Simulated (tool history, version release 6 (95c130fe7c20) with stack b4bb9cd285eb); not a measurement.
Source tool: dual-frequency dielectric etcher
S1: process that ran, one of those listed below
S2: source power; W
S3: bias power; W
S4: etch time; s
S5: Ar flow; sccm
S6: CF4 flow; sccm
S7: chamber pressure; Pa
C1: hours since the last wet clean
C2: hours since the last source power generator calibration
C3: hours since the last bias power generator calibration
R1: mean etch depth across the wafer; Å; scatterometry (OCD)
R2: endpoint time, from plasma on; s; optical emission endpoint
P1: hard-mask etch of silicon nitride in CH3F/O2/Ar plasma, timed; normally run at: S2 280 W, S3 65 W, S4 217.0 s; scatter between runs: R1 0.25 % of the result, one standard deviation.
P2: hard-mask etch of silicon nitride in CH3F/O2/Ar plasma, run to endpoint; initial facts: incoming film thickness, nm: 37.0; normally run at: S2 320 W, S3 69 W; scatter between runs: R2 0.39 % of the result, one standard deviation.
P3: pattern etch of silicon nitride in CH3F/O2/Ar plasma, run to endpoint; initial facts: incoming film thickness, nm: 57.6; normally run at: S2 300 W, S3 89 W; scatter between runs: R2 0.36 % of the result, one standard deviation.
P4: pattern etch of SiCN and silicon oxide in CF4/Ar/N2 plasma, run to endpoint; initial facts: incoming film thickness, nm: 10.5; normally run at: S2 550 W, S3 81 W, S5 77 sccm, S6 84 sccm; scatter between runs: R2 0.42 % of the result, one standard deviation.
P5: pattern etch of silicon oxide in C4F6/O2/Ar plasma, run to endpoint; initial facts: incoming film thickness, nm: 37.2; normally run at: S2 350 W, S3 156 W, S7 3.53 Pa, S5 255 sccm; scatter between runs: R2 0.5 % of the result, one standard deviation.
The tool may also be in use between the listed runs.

run	hour	S1	S2	S3	S4	S5	S6	S7	C1	C2	C3	R1	R2
1	5.7	P1	280	65	217.0				214.7	1124.8	1158.6	1296.20	
2	12.5	P4	550	81		77	84		221.5	1131.6	1165.4		9.4183
3	24.5	P4	550	81		77	111		233.5	1143.6	1177.4		8.9918
4	36.3	P1	280	65	313.0				245.3	1155.4	1189.2	1872.80	
5	45.8	P1	280	65	217.0				254.8	1164.9	1198.7	1301.40	
6	56.3	P5	350	156		255		3.53	265.3	1175.4	1209.2		12.7370
7	65.3	P1	350	65	266.0				274.3	1184.4	1218.2	1722.90	
8	75.7	P2	190	69					284.7	1194.8	1228.6		70.6460
9	81.6	P1	280	79	217.0				290.6	1200.7	1234.5	1382.20	
10	87.5	P1	210	65	281.5				296.5	1206.6	1240.4	1516.30	
11	99.3	P3	300	61					308.3	1218.4	1252.2		97.4100
12	110.9	P1	200	65	217.0				319.9	1230.0	1263.8	1136.40	
13	121.3	P5	350	156		255		4.53	330.3	1240.4	1274.2		12.9240
14	128.6	P2	320	41					337.6	1247.7	1281.5		69.1910
15	138.9	P1	280	65	217.0				347.9	1258.0	1291.8	1294.50	
16	149.7	P3	190	89					358.7	1268.8	1302.6		101.4800
17	162.8	P3	300	89					371.8	1281.9	1315.7		85.3860
18	170.0	P4	550	81		103	84		379.0	1289.1	1322.9		9.7260
19	180.6	P4	660	81		77	84		389.6	1299.7	1333.5		7.9095
20	191.3	P4	550	53		77	84		400.3	1310.4	1344.2		10.6300
21	202.8	P1	380	65	217.0				411.8	1321.9	1355.7	1457.00	
22	212.6	P2	320	69					421.6	1331.7	1365.5		58.6850
23	220.5	P5	350	93		255		3.53	429.5	1339.6	1373.4		14.6770
24	229.4	P1	280	65	132.5				438.4	1348.5	1382.3	789.01	
25	237.9	P2	320	69					446.9	1357.0	1390.8		58.4270
26	244.6	P1	280	65	217.0				453.6	1363.7	1397.5	1302.00	
27	254.3	P1	280	65	217.0				463.3	1373.4	1407.2	1295.30	
28	264.8	P5	450	156		255		3.53	473.8	1383.9	1417.7		11.3950
29	273.2	P5	350	156		180		3.53	482.2	1392.3	1426.1		12.1950
30	279.9	P1	280	43	217.0				488.9	1399.0	1432.8	1132.70	
31	290.2	P1	280	65	217.0				499.2	1409.3	1443.1	1296.80	
32	300.0	P1	280	65	217.0				509.0	1419.1	1452.9	1299.50	
33	312.7	P1	280	65	217.0				521.7	1431.8	1465.6	1301.20	
34	324.9	P1	280	65	217.0				533.9	1444.0	1477.8	1306.70	
35	332.1	P1	280	65	217.0				541.1	1451.2	1485.0	1309.70	
# hour 336.3: wet clean of the chamber
36	341.4	P1	280	65	217.0				5.1	1460.5	1494.3	1311.60	
37	349.0	P1	280	65	217.0				12.7	1468.1	1501.9	1313.10	
38	360.7	P1	280	65	217.0				24.4	1479.8	1513.6	1310.40	
39	368.2	P1	280	65	217.0				31.9	1487.3	1521.1	1309.90	
40	374.8	P1	280	65	217.0				38.5	1493.9	1527.7	1312.20	
41	387.8	P1	280	65	217.0				51.5	1506.9	1540.7	1311.10	

What P1 gives has crept away from where it was. These 2 causes fit the log equally well, each at the size given:
A: source power that arrives over what is set, % = 3.72
B: bias power that arrives over what is set, % = 4.07
The creep began at about hour 290.2.
What rules out each remaining cause:
chamber walls in a state that raises the etch rate, %: serviced at hour 336.3, after the change had begun; the process did not return to its earlier output

4 check runs are offered, each on 3 wafers whose results are averaged, their results left as question marks. Which one tells the causes apart?
check 1	400.8	P2	210	69									?
check 2	400.8	P3	200	76									?
check 3	400.8	P5	350	96		205		3.53					?
check 4	400.8	P4	550	64		77	84						?

Expected result of each check under each candidate cause:
check	result	if A	if B
check 1	R2	67.6370	67.5990
check 2	R2	104.1800	104.0800
check 3	R2	14.0350	14.0890
check 4	R2	9.7500	9.9522
Distance between the nearest two causes, measured in the result of the check that separates them most: check 1 0.06 %; check 2 0.1 %; check 3 0.38 %; check 4 2.05 %
The other checks would show nearly matching results whichever cause is true, so check 4 is the only one that separates the causes.

The results of check 4 are: R2 9.7373 s. Based on these, which of the listed causes is it?

The cause is A: source power that arrives over what is set, %.

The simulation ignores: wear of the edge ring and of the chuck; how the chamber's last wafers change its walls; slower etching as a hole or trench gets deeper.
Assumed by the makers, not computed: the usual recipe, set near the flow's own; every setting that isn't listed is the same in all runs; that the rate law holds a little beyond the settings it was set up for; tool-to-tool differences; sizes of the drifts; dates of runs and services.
